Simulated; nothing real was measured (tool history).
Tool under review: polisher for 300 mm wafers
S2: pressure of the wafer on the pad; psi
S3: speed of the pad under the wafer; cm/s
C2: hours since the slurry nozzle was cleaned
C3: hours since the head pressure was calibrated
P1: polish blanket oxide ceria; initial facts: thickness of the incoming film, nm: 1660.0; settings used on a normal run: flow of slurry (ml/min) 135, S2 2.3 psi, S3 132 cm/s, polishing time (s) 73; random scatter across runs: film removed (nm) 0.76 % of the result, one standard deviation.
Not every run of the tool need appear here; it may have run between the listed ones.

Run 1, hour 16.6: flow of slurry (ml/min) 135, S2 2.3 psi, S3 132 cm/s, polishing time (s) 73; wafers polished on this pad 500; C2 76.7; C3 531.9. Result: film removed (nm) 306.97.
Run 2, hour 32.4: flow of slurry (ml/min) 80, S2 2.3 psi, S3 204 cm/s, polishing time (s) 73; wafers polished on this pad 650; C2 92.5; C3 547.7. Result: film removed (nm) 421.63.
Run 3, hour 46.5: flow of slurry (ml/min) 80, S2 2.3 psi, S3 132 cm/s, polishing time (s) 73; wafers polished on this pad 783; C2 106.6; C3 561.8. Result: film removed (nm) 272.96.
Run 4, hour 60.1: flow of slurry (ml/min) 135, S2 2.3 psi, S3 132 cm/s, polishing time (s) 73; wafers polished on this pad 912; C2 120.2; C3 575.4. Result: film removed (nm) 310.81.
Run 5, hour 71.1: flow of slurry (ml/min) 135, S2 2.3 psi, S3 132 cm/s, polishing time (s) 73; wafers polished on this pad 1016; C2 131.2; C3 586.4. Result: film removed (nm) 305.36.
Run 6, hour 86.3: flow of slurry (ml/min) 135, S2 2.3 psi, S3 132 cm/s, polishing time (s) 73; wafers polished on this pad 1159; C2 146.4; C3 601.6. Result: film removed (nm) 311.34.
Run 7, hour 102.7: flow of slurry (ml/min) 135, S2 2.3 psi, S3 208 cm/s, polishing time (s) 73; wafers polished on this pad 1314; C2 162.8; C3 618. Result: film removed (nm) 484.22.
Run 8, hour 114.3: flow of slurry (ml/min) 135, S2 2.3 psi, S3 78 cm/s, polishing time (s) 73; wafers polished on this pad 1424; C2 174.4; C3 629.6. Result: film removed (nm) 179.47.
Run 9, hour 130.5: flow of slurry (ml/min) 135, S2 2.3 psi, S3 132 cm/s, polishing time (s) 38; wafers polished on this pad 1577; C2 190.6; C3 645.8. Result: film removed (nm) 162.14.
Run 10, hour 147.8: flow of slurry (ml/min) 135, S2 1.3 psi, S3 132 cm/s, polishing time (s) 73; wafers polished on this pad 1741; C2 207.9; C3 663.1. Result: film removed (nm) 177.96.
Run 11, hour 161.5: flow of slurry (ml/min) 205, S2 2.3 psi, S3 132 cm/s, polishing time (s) 73; wafers polished on this pad 1871; C2 221.6; C3 676.8. Result: film removed (nm) 331.1.
Run 12, hour 177.2: flow of slurry (ml/min) 135, S2 2.3 psi, S3 132 cm/s, polishing time (s) 73; wafers polished on this pad 2019; C2 237.3; C3 692.5. Result: film removed (nm) 312.53.
Run 13, hour 187.1: flow of slurry (ml/min) 135, S2 2.3 psi, S3 132 cm/s, polishing time (s) 106; wafers polished on this pad 2113; C2 247.2; C3 702.4. Result: film removed (nm) 447.63.
Run 14, hour 194.9: flow of slurry (ml/min) 135, S2 3.5 psi, S3 132 cm/s, polishing time (s) 73; wafers polished on this pad 2186; C2 255; C3 710.2. Result: film removed (nm) 471.5.
Run 15, hour 202.7: flow of slurry (ml/min) 135, S2 2.3 psi, S3 132 cm/s, polishing time (s) 73; wafers polished on this pad 2260; C2 262.8; C3 718. Result: film removed (nm) 310.51.

Run 16 comes next. What will it give?
Run 16, hour 210.8: flow of slurry (ml/min) 135, S2 2.3 psi, S3 132 cm/s, polishing time (s) 73; wafers polished on this pad 2337; C2 270.9; C3 726.1. Result: film removed (nm) ?.

film removed (nm): 305.5
